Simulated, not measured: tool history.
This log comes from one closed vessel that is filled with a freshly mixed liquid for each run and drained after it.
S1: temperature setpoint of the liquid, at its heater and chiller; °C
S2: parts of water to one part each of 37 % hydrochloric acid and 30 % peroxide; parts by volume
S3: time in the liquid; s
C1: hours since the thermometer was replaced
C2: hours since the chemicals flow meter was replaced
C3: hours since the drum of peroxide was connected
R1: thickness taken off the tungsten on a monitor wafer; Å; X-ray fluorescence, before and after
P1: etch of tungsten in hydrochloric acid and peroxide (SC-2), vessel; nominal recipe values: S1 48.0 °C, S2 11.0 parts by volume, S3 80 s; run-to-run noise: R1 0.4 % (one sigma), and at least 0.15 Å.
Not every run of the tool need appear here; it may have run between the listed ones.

run,hour,S1,S2,S3,C1,C2,C3,R1
1,8.0,48.0,11.0,80,991.2,812.1,51.0,142.670
2,22.0,48.0,11.0,30,1005.2,826.1,65.0,53.667
3,32.9,38.5,7.5,80,1016.1,837.0,75.9,100.310
4,41.9,48.0,11.0,80,1025.1,846.0,84.9,142.450
5,52.8,48.0,11.0,80,1036.0,856.9,95.8,142.160
6,62.5,48.0,11.0,80,1045.7,866.6,105.5,142.810
7,77.0,48.0,4.0,80,1060.2,881.1,120.0,309.680
8,86.3,35.0,11.0,80,1069.5,890.4,129.3,56.810
# hour 94.0: new drum of peroxide connected
9,97.8,48.0,19.5,80,1081.0,901.9,3.8,86.544
10,108.6,48.0,11.0,160,1091.8,912.7,14.6,284.370
11,115.6,48.0,11.0,80,1098.8,919.7,21.6,142.390
12,124.5,48.0,11.0,80,1107.7,928.6,30.5,142.940
13,137.4,64.0,11.0,80,1120.6,941.5,43.4,398.470
14,148.2,48.0,11.0,80,1131.4,952.3,54.2,142.150
15,158.2,48.0,11.0,80,1141.4,962.3,64.2,146.360
16,168.8,48.0,11.0,80,1152.0,972.9,74.8,147.490
17,184.2,48.0,11.0,80,1167.4,988.3,90.2,150.280

For run 18, what comes out?
18,198.9,48.0,11.0,80,1182.1,1003.0,104.9,?

R1: 151.760 Å
